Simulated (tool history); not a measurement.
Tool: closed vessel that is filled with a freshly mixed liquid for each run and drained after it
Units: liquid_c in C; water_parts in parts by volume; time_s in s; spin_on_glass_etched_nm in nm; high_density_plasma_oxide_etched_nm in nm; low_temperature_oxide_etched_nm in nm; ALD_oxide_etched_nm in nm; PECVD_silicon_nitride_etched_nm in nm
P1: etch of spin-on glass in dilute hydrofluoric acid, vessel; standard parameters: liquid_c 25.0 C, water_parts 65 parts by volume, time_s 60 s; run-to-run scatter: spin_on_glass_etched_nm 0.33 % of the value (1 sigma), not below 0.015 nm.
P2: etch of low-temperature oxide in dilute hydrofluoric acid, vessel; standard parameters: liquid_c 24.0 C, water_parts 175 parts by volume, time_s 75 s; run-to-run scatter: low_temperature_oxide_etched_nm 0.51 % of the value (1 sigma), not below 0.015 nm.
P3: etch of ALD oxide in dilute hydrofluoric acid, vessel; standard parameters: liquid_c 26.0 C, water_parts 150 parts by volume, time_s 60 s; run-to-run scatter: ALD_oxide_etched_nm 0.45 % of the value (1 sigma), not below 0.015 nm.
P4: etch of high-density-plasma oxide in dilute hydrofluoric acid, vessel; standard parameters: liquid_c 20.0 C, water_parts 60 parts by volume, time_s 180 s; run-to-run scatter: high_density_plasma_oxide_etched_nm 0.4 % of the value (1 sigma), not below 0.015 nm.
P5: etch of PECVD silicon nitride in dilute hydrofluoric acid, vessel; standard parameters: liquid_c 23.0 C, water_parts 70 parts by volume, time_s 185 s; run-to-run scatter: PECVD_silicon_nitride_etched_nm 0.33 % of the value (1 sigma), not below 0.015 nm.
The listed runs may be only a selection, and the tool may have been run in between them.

| run | hour | process | liquid_c | water_parts | time_s | hours since the thermometer was replaced | hours since the hydrofluoric acid flow meter was replaced | spin_on_glass_etched_nm | high_density_plasma_oxide_etched_nm | low_temperature_oxide_etched_nm | ALD_oxide_etched_nm | PECVD_silicon_nitride_etched_nm |
|---|---|---|---|---|---|---|---|---|---|---|---|---|
| 1 | 7.7 | P1 | 25.0 | 65 | 60 | 991.0 | 841.0 | 38.617 |  |  |  |  |
| 2 | 15.3 | P4 | 17.0 | 60 | 180 | 998.6 | 848.6 |  | 12.153 |  |  |  |
| 3 | 25.0 | P2 | 17.0 | 175 | 75 | 1008.3 | 858.3 |  |  | 9.6051 |  |  |
| 4 | 31.7 | P1 | 25.0 | 65 | 60 | 1015.0 | 865.0 | 38.461 |  |  |  |  |
| 5 | 37.3 | P3 | 26.0 | 150 | 95 | 1020.6 | 870.6 |  |  |  | 20.8010 |  |
| 6 | 41.9 | P3 | 26.0 | 30 | 60 | 1025.2 | 875.2 |  |  |  | 75.2100 |  |
| 7 | 48.2 | P1 | 25.0 | 65 | 60 | 1031.5 | 881.5 | 38.493 |  |  |  |  |
| 8 | 58.1 | P1 | 18.0 | 65 | 60 | 1041.4 | 891.4 | 28.660 |  |  |  |  |
| 9 | 62.9 | P5 | 23.0 | 70 | 185 | 1046.2 | 896.2 |  |  |  |  | 13.0110 |
| 10 | 70.8 | P4 | 20.0 | 35 | 180 | 1054.1 | 904.1 |  | 24.367 |  |  |  |
| 11 | 76.4 | P1 | 17.5 | 65 | 85 | 1059.7 | 909.7 | 39.935 |  |  |  |  |
|  | 79.9 | hydrofluoric acid flow meter replaced |
| 12 | 83.4 | P4 | 20.0 | 60 | 180 | 1066.7 | 3.5 |  | 13.792 |  |  |  |
| 13 | 88.3 | P1 | 18.0 | 110 | 60 | 1071.6 | 8.4 | 16.208 |  |  |  |  |
| 14 | 94.7 | P1 | 25.0 | 25 | 60 | 1078.0 | 14.8 | 105.400 |  |  |  |  |
| 15 | 103.5 | P5 | 17.5 | 70 | 185 | 1086.8 | 23.6 |  |  |  |  | 8.9147 |
| 16 | 110.7 | P3 | 18.5 | 150 | 60 | 1094.0 | 30.8 |  |  |  | 9.6575 |  |
| 17 | 118.8 | P2 | 24.0 | 175 | 75 | 1102.1 | 38.9 |  |  | 12.5570 |  |  |
| 18 | 125.6 | P1 | 25.0 | 65 | 105 | 1108.9 | 45.7 | 67.512 |  |  |  |  |
| 19 | 135.2 | P1 | 25.0 | 65 | 30 | 1118.5 | 55.3 | 19.099 |  |  |  |  |
| 20 | 142.7 | P5 | 23.0 | 30 | 185 | 1126.0 | 62.8 |  |  |  |  | 29.6760 |
| 21 | 149.7 | P4 | 20.0 | 60 | 335 | 1133.0 | 69.8 |  | 25.586 |  |  |  |
| 22 | 157.0 | P5 | 23.0 | 70 | 185 | 1140.3 | 77.1 |  |  |  |  | 12.9650 |
| 23 | 162.9 | P3 | 26.0 | 150 | 60 | 1146.2 | 83.0 |  |  |  | 13.0210 |  |
| 24 | 171.1 | P1 | 25.0 | 65 | 60 | 1154.4 | 91.2 | 38.508 |  |  |  |  |
| 25 | 180.3 | P2 | 24.0 | 175 | 30 | 1163.6 | 100.4 |  |  | 5.0949 |  |  |

For run 26, what comes out?
| 26 | 190.7 | P2 | 24.0 | 35 | 75 | 1174.0 | 110.8 |  |  | ? |  |  |

Run 26 yielded low_temperature_oxide_etched_nm 74.9360 nm.
